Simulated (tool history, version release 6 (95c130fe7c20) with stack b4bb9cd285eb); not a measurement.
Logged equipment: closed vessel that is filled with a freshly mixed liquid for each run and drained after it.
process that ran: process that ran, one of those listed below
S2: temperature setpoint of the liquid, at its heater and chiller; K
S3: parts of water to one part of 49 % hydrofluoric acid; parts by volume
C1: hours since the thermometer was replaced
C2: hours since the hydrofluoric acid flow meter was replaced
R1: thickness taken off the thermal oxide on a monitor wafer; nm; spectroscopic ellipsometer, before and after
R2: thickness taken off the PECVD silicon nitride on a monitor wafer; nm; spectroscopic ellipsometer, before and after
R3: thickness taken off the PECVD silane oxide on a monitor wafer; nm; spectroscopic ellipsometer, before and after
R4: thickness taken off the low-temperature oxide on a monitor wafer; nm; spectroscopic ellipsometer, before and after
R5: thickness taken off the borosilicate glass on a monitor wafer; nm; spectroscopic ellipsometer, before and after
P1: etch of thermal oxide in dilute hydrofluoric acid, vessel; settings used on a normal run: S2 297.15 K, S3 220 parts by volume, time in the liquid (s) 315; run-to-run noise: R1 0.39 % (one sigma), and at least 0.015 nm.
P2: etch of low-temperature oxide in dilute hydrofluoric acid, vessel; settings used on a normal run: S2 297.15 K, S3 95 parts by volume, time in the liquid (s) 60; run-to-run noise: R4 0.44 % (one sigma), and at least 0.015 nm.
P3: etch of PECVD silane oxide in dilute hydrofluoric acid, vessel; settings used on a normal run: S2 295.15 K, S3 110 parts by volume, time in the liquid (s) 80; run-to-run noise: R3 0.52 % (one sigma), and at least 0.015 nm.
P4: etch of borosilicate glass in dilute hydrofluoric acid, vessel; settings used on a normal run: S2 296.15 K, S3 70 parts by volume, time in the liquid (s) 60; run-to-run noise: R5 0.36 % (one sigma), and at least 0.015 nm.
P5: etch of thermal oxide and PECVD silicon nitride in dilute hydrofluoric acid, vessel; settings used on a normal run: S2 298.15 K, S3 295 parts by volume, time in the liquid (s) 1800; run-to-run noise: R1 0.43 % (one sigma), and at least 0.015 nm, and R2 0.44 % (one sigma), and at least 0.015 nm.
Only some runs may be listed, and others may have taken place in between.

{"run": 1, "hour": 5.6, "process that ran": "P1", "S2": 297.15, "S3": 220, "time in the liquid (s)": 315, "C1": 2009.1, "C2": 1269.3, "R1": 5.7898}
{"run": 2, "hour": 13.3, "process that ran": "P5", "S2": 306.15, "S3": 295, "time in the liquid (s)": 1800, "C1": 2016.8, "C2": 1277, "R1": 30.47, "R2": 47.473}
{"run": 3, "hour": 18.9, "process that ran": "P3", "S2": 295.15, "S3": 110, "time in the liquid (s)": 80, "C1": 2022.4, "C2": 1282.6, "R3": 17.461}
{"run": 4, "hour": 27.5, "process that ran": "P2", "S2": 297.15, "S3": 95, "time in the liquid (s)": 30, "C1": 2031, "C2": 1291.2, "R4": 5.8032}
{"run": 5, "hour": 37.1, "process that ran": "P1", "S2": 297.15, "S3": 220, "time in the liquid (s)": 315, "C1": 2040.6, "C2": 1300.8, "R1": 5.7919}
{"run": 6, "hour": 45.1, "process that ran": "P5", "S2": 298.15, "S3": 295, "time in the liquid (s)": 1800, "C1": 2048.6, "C2": 1308.8, "R1": 23.324, "R2": 29.538}
{"run": 7, "hour": 56.4, "process that ran": "P5", "S2": 298.15, "S3": 515, "time in the liquid (s)": 1800, "C1": 2059.9, "C2": 1320.1, "R1": 10.931, "R2": 17.112}
{"run": 8, "hour": 66.4, "process that ran": "P4", "S2": 296.15, "S3": 125, "time in the liquid (s)": 60, "C1": 2069.9, "C2": 1330.1, "R5": 8.7261}
{"run": 9, "hour": 72.5, "process that ran": "P1", "S2": 297.15, "S3": 325, "time in the liquid (s)": 315, "C1": 2076, "C2": 1336.2, "R1": 3.5733}
{"run": 10, "hour": 78.8, "process that ran": "P4", "S2": 296.15, "S3": 70, "time in the liquid (s)": 115, "C1": 2082.3, "C2": 1342.5, "R5": 31.838}
{"run": 11, "hour": 85.2, "process that ran": "P1", "S2": 297.15, "S3": 220, "time in the liquid (s)": 315, "C1": 2088.7, "C2": 1348.9, "R1": 5.8322}
{"run": 12, "hour": 92.5, "process that ran": "P5", "S2": 298.15, "S3": 295, "time in the liquid (s)": 90, "C1": 2096, "C2": 1356.2, "R1": 1.1696, "R2": 1.4797}
{"run": 13, "hour": 102.2, "process that ran": "P3", "S2": 295.15, "S3": 110, "time in the liquid (s)": 30, "C1": 2105.7, "C2": 1365.9, "R3": 6.6275}
{"run": 14, "hour": 109.4, "process that ran": "P4", "S2": 303.65, "S3": 70, "time in the liquid (s)": 60, "C1": 2112.9, "C2": 1373.1, "R5": 22.358}
{"run": 15, "hour": 115.2, "process that ran": "P1", "S2": 297.15, "S3": 220, "time in the liquid (s)": 315, "C1": 2118.7, "C2": 1378.9, "R1": 5.8502}
{"run": 16, "hour": 124.2, "process that ran": "P1", "S2": 297.15, "S3": 220, "time in the liquid (s)": 50, "C1": 2127.7, "C2": 1387.9, "R1": 0.94486}
{"run": 17, "hour": 133.4, "process that ran": "P3", "S2": 295.15, "S3": 110, "time in the liquid (s)": 80, "C1": 2136.9, "C2": 1397.1, "R3": 17.73}
{"run": 18, "hour": 141.5, "process that ran": "P1", "S2": 291.65, "S3": 220, "time in the liquid (s)": 315, "C1": 2145, "C2": 1405.2, "R1": 4.7028}
{"run": 19, "hour": 150.2, "process that ran": "P3", "S2": 290.15, "S3": 110, "time in the liquid (s)": 80, "C1": 2153.7, "C2": 1413.9, "R3": 14.237}
{"run": 20, "hour": 156.8, "process that ran": "P1", "S2": 305.15, "S3": 220, "time in the liquid (s)": 315, "C1": 2160.3, "C2": 1420.5, "R1": 7.7144}
{"run": 21, "hour": 167.5, "process that ran": "P1", "S2": 297.15, "S3": 220, "time in the liquid (s)": 315, "C1": 2171, "C2": 1431.2, "R1": 5.8041}
{"run": 22, "hour": 175.9, "process that ran": "P1", "S2": 297.15, "S3": 220, "time in the liquid (s)": 595, "C1": 2179.4, "C2": 1439.6, "R1": 10.987}
{"run": 23, "hour": 182.7, "process that ran": "P2", "S2": 291.65, "S3": 95, "time in the liquid (s)": 60, "C1": 2186.2, "C2": 1446.4, "R4": 9.2899}
{"run": 24, "hour": 192.8, "process that ran": "P1", "S2": 297.15, "S3": 90, "time in the liquid (s)": 530, "C1": 2196.3, "C2": 1456.5, "R1": 27.723}
{"run": 25, "hour": 201.5, "process that ran": "P3", "S2": 295.15, "S3": 170, "time in the liquid (s)": 80, "C1": 2205, "C2": 1465.2, "R3": 10.649}
{"run": 26, "hour": 211.7, "process that ran": "P2", "S2": 297.15, "S3": 95, "time in the liquid (s)": 60, "C1": 2215.2, "C2": 1475.4, "R4": 11.6}
{"run": 27, "hour": 220.5, "process that ran": "P2", "S2": 297.15, "S3": 165, "time in the liquid (s)": 60, "C1": 2224, "C2": 1484.2, "R4": 6.1561}
{"run": 28, "hour": 227.6, "process that ran": "P1", "S2": 297.15, "S3": 100, "time in the liquid (s)": 315, "C1": 2231.1, "C2": 1491.3, "R1": 14.637}
{"run": 29, "hour": 236.8, "process that ran": "P4", "S2": 296.15, "S3": 70, "time in the liquid (s)": 60, "C1": 2240.3, "C2": 1500.5, "R5": 16.637}
{"run": 30, "hour": 242.5, "process that ran": "P1", "S2": 297.15, "S3": 220, "time in the liquid (s)": 315, "C1": 2246, "C2": 1506.2, "R1": 5.8399}
{"run": 31, "hour": 250.3, "process that ran": "P1", "S2": 297.15, "S3": 220, "time in the liquid (s)": 315, "C1": 2253.8, "C2": 1514, "R1": 5.8215}
{"run": 32, "hour": 261.0, "process that ran": "P1", "S2": 297.15, "S3": 220, "time in the liquid (s)": 315, "C1": 2264.5, "C2": 1524.7, "R1": 6.03}
{"run": 33, "hour": 268.2, "process that ran": "P1", "S2": 297.15, "S3": 220, "time in the liquid (s)": 315, "C1": 2271.7, "C2": 1531.9, "R1": 6.106}
{"run": 34, "hour": 276.1, "process that ran": "P1", "S2": 297.15, "S3": 220, "time in the liquid (s)": 315, "C1": 2279.6, "C2": 1539.8, "R1": 6.1323}
{"run": 35, "hour": 282.1, "process that ran": "P1", "S2": 297.15, "S3": 220, "time in the liquid (s)": 315, "C1": 2285.6, "C2": 1545.8, "R1": 6.2118}
{"run": 36, "hour": 291.7, "process that ran": "P1", "S2": 297.15, "S3": 220, "time in the liquid (s)": 315, "C1": 2295.2, "C2": 1555.4, "R1": 6.1707}
{"run": 37, "hour": 298.1, "process that ran": "P1", "S2": 297.15, "S3": 220, "time in the liquid (s)": 315, "C1": 2301.6, "C2": 1561.8, "R1": 6.1932}

What P1 gives has crept away from where it was. These 2 causes fit the log equally well, each at the size given:
A: liquid hotter than its thermometer reads (K) = 1.66
B: hydrofluoric acid flow above the setpoint (%) = 5
The drift started at roughly hour 250.3.

Of the 4 check runs listed below, each run on one wafer and each result written as a question mark, which would let you distinguish the listed causes because they would give clearly different results?
{"run": "check 1", "hour": 304.5, "process that ran": "P4", "S2": 301.15, "S3": 105, "time in the liquid (s)": 60, "R5": "?"}
{"run": "check 2", "hour": 304.5, "process that ran": "P2", "S2": 297.15, "S3": 125, "time in the liquid (s)": 30, "R4": "?"}
{"run": "check 3", "hour": 304.5, "process that ran": "P5", "S2": 304.15, "S3": 295, "time in the liquid (s)": 330, "R1": "?", "R2": "?"}
{"run": "check 4", "hour": 304.5, "process that ran": "P3", "S2": 290.15, "S3": 170, "time in the liquid (s)": 80, "R3": "?"}

Predicted outcomes, by check and by cause:
check=check_1 result=R5 if_A=13.756 if_B=13.658
check=check_2 result=R4 if_A=4.5273 if_B=4.4902
check=check_3 result=R1 if_A=5.5039 if_B=5.5722
check=check_3 result=R2 if_A=8.4955 if_B=8.135
check=check_4 result=R3 if_A=9.3669 if_B=9.2718
Smallest distance between any two causes, each pair judged by its most separating result, in per cent: check 1 0.71 %; check 2 0.82 %; check 3 4.34 %; check 4 1.02 %
Check 3 distinguishes between the causes, while the remaining checks would return nearly the same result for all of them.

The results of check 3 are: R1 5.5951 nm; R2 8.1766 nm. Based on these, which of the listed causes is it?

The cause is B: hydrofluoric acid flow above the setpoint (%).
